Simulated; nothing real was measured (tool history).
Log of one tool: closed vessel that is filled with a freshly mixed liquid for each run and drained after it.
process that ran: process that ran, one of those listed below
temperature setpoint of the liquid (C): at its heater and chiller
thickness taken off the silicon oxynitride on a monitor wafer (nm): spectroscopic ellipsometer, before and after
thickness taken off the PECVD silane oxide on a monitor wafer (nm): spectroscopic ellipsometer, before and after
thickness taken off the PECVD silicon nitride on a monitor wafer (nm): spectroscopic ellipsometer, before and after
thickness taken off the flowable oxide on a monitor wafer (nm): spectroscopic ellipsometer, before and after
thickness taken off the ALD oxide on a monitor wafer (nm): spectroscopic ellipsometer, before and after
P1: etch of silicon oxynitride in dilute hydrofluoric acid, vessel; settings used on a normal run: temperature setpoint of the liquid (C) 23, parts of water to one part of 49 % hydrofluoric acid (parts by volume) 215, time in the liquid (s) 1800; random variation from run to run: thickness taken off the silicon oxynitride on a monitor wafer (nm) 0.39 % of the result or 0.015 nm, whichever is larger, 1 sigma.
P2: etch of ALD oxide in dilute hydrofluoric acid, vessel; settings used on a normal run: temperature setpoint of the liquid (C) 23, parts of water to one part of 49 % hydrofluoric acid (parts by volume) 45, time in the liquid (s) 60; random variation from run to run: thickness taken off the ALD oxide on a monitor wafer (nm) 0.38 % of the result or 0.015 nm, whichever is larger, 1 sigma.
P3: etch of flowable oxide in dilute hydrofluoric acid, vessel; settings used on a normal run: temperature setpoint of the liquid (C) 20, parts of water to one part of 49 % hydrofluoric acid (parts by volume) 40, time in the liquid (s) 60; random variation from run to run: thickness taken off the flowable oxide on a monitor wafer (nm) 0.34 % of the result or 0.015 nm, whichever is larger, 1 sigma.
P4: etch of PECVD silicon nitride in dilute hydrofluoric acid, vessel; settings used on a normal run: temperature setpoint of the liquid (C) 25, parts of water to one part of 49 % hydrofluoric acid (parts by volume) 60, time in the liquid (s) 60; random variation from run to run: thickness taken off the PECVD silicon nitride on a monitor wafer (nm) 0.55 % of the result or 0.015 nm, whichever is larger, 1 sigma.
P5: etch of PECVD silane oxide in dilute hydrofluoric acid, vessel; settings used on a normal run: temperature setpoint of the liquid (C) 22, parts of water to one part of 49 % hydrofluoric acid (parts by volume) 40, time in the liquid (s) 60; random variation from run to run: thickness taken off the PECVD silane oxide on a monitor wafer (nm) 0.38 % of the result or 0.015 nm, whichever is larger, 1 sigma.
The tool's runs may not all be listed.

run,hour,process that ran,temperature setpoint of the liquid (C),parts of water to one part of 49 % hydrofluoric acid (parts by volume),time in the liquid (s),hours since the thermometer was replaced,hours since the hydrofluoric acid flow meter was replaced,thickness taken off the silicon oxynitride on a monitor wafer (nm),thickness taken off the PECVD silane oxide on a monitor wafer (nm),thickness taken off the PECVD silicon nitride on a monitor wafer (nm),thickness taken off the flowable oxide on a monitor wafer (nm),thickness taken off the ALD oxide on a monitor wafer (nm)
1,5.1,P1,23,215,1800,242.7,1562.2,10.67,,,,
2,8.9,P5,17,40,60,246.5,1566,,35.192,,,
3,13.3,P4,25,60,60,250.9,1570.4,,,6.1607,,
4,16.2,P4,25,30,60,253.8,1573.3,,,12.009,,
5,20.2,P3,20,20,60,257.8,1577.3,,,,109.42,
6,24.6,P1,23,215,1800,262.2,1581.7,10.545,,,,
7,29.3,P4,25,60,90,266.9,1586.4,,,9.2954,,
8,34,P3,20,40,60,271.6,1591.1,,,,53.649,
9,38.6,P3,20,40,30,276.2,1595.7,,,,26.691,
10,43.7,P1,23,215,1800,281.3,1600.8,10.533,,,,
11,49.3,P5,22,40,60,286.9,1606.4,,43.557,,,
12,54.9,P1,23,215,145,292.5,1612,0.86048,,,,
13,59.1,P2,23,45,60,296.7,1616.2,,,,,13.477
14,62.1,P2,23,45,60,299.7,1619.2,,,,,13.509
15,68,P4,31.5,60,60,305.6,1625.1,,,9.3744,,
16,73.8,P1,17,215,1800,311.4,1630.9,8.0897,,,,
17,78.7,P3,20,40,60,316.3,1635.8,,,,53.213,
18,82.9,P2,17,45,60,320.5,1640,,,,,10.468
19,87.5,P5,22,20,60,325.1,1644.6,,88.511,,,
20,93.2,P3,24,40,60,330.8,1650.3,,,,63.263,
21,99.2,P2,23,45,110,336.8,1656.3,,,,,24.686
22,105.3,P1,23,215,1800,342.9,1662.4,10.508,,,,
23,109.4,P1,23,90,1800,347,1666.5,27.891,,,,
24,112.9,P5,22,40,60,350.5,1670,,43.147,,,
25,116.6,P1,23,215,1800,354.2,1673.7,10.683,,,,
26,120.4,P1,23,215,1800,358,1677.5,10.634,,,,
27,123.5,P1,27.5,215,1800,361.1,1680.6,12.901,,,,
28,127.4,P2,23,75,60,365,1684.5,,,,,7.7853
29,133.5,P1,23,215,3170,371.1,1690.6,18.596,,,,
30,139.8,P1,23,215,1800,377.4,1696.9,10.543,,,,
31,145.6,P1,23,380,520,383.2,1702.7,1.5534,,,,
32,150.4,P1,23,305,1800,388,1707.5,6.9987,,,,
33,155,P5,22,40,30,392.6,1712.1,,21.668,,,
34,160.6,P1,23,215,1800,398.2,1717.7,10.602,,,,
35,164.4,P1,23,215,1800,402,1721.5,10.278,,,,
36,170.6,P1,23,215,1800,408.2,1727.7,10.046,,,,
37,175.6,P1,23,215,1800,413.2,1732.7,9.9351,,,,
38,181.2,P1,23,215,1800,418.8,1738.3,9.8945,,,,
39,187.4,P1,23,215,1800,425,1744.5,9.8561,,,,
40,193.1,P1,23,215,1800,430.7,1750.2,9.803,,,,

P1 has crept away from where it was. The log is fitted equally well by each of these 2 causes, at the sizes shown:
A: hydrofluoric acid flow below the setpoint (%) = 6.39
B: liquid colder than its thermometer reads (K) = 1.7
The onset of the drift is placed at about hour 160.6.

Below are 4 check runs, each on a single wafer, with their results shown as question marks. Which of them would tell the listed causes apart, meaning the causes would give clearly different results under it?
check 1,198.8,P3,20,40,60,,,,,,?,
check 2,198.8,P2,23,45,60,,,,,,,?
check 3,198.8,P4,25,60,60,,,,,?,,
check 4,198.8,P5,22,40,60,,,,?,,,

How each check would come out, cause by cause:
check,result,if A,if B
check 1,thickness taken off the flowable oxide on a monitor wafer (nm),49.927,49.733
check 2,thickness taken off the ALD oxide on a monitor wafer (nm),12.566,12.55
check 3,thickness taken off the PECVD silicon nitride on a monitor wafer (nm),5.7322,5.4585
check 4,thickness taken off the PECVD silane oxide on a monitor wafer (nm),40.584,40.479
Gap, in per cent, between the two causes that each check separates least, read from the result that separates them most: check 1 0.39 %; check 2 0.13 %; check 3 4.89 %; check 4 0.26 %
Of the check runs offered, only check 3 discriminates between the causes; the rest would read about the same regardless of which cause applies.

Then check 3 was run and gave: thickness taken off the PECVD silicon nitride on a monitor wafer (nm) 5.7596. Which cause is it?

The cause is A: hydrofluoric acid flow below the setpoint (%).
